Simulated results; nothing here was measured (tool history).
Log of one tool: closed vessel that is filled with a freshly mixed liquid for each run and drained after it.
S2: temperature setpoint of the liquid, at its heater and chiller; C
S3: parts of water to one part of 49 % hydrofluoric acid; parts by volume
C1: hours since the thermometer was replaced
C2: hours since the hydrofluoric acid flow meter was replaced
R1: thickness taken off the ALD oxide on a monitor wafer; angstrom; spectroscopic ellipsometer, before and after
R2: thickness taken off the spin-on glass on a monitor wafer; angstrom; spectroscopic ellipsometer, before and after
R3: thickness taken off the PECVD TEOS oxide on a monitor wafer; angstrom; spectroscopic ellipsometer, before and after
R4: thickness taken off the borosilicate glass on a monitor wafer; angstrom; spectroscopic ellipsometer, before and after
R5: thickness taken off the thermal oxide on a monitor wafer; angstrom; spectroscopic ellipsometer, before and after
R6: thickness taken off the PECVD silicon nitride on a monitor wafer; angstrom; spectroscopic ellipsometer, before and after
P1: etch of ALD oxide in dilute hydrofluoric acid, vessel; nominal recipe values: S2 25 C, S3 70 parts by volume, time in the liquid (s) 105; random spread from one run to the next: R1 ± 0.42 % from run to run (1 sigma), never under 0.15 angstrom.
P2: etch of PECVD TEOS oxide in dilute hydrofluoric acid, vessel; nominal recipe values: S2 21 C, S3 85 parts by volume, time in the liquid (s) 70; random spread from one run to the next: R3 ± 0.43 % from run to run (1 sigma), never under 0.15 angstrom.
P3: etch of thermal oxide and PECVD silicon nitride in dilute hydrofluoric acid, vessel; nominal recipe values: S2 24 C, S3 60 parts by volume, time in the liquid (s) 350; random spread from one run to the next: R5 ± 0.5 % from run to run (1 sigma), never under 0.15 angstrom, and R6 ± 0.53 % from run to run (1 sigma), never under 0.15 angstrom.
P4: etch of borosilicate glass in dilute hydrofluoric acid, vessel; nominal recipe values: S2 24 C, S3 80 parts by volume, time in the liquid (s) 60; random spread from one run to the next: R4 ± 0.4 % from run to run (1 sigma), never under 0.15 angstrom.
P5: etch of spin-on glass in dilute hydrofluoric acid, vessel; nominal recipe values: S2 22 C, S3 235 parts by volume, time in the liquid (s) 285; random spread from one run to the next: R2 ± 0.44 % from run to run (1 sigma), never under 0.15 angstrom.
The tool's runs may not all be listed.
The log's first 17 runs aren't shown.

Run 18, hour 240.5: process that ran P1, S2 25 C, S3 115 parts by volume, time in the liquid (s) 105; C1 83.2; C2 1114.9. Result: R1 93.731 angstrom.
Run 19, hour 253.8: process that ran P2, S2 21 C, S3 85 parts by volume, time in the liquid (s) 70; C1 96.5; C2 1128.2. Result: R3 103.12 angstrom.
Run 20, hour 266.2: process that ran P4, S2 20 C, S3 80 parts by volume, time in the liquid (s) 60; C1 108.9; C2 1140.6. Result: R4 221.93 angstrom.
Run 21, hour 275.1: process that ran P1, S2 19 C, S3 95 parts by volume, time in the liquid (s) 105; C1 117.8; C2 1149.5. Result: R1 91.158 angstrom.
Run 22, hour 285.3: process that ran P4, S2 24 C, S3 25 parts by volume, time in the liquid (s) 60; C1 128; C2 1159.7. Result: R4 914.61 angstrom.
Run 23, hour 302.5: process that ran P2, S2 21 C, S3 140 parts by volume, time in the liquid (s) 70; C1 145.2; C2 1176.9. Result: R3 58.64 angstrom.
Run 24, hour 315.3: process that ran P1, S2 25 C, S3 70 parts by volume, time in the liquid (s) 105; C1 158; C2 1189.7. Result: R1 162.89 angstrom.
Run 25, hour 323.5: process that ran P3, S2 24 C, S3 60 parts by volume, time in the liquid (s) 100; C1 166.2; C2 1197.9. Result: R5 84.721 angstrom, R6 35.752 angstrom.
Run 26, hour 339.3: process that ran P1, S2 17 C, S3 35 parts by volume, time in the liquid (s) 105; C1 182; C2 1213.7. Result: R1 241.99 angstrom.
Run 27, hour 351.9: process that ran P1, S2 25 C, S3 70 parts by volume, time in the liquid (s) 105; C1 194.6; C2 1226.3. Result: R1 162.05 angstrom.
Run 28, hour 368: process that ran P1, S2 25 C, S3 70 parts by volume, time in the liquid (s) 105; C1 210.7; C2 1242.4. Result: R1 162.65 angstrom.
Run 29, hour 379.8: process that ran P1, S2 17 C, S3 70 parts by volume, time in the liquid (s) 105; C1 222.5; C2 1254.2. Result: R1 116.98 angstrom.
Run 30, hour 389: process that ran P1, S2 25 C, S3 30 parts by volume, time in the liquid (s) 195; C1 231.7; C2 1263.4. Result: R1 746.7 angstrom.
Run 31, hour 405.8: process that ran P1, S2 25 C, S3 70 parts by volume, time in the liquid (s) 105; C1 248.5; C2 1280.2. Result: R1 162.42 angstrom.

Expected results for the next run?
Run 32, hour 417.3: process that ran P3, S2 31.5 C, S3 60 parts by volume, time in the liquid (s) 350; C1 260; C2 1291.7. Result: R5 ?, R6 ?.

R5: 405.62 angstrom
R6: 201.41 angstrom
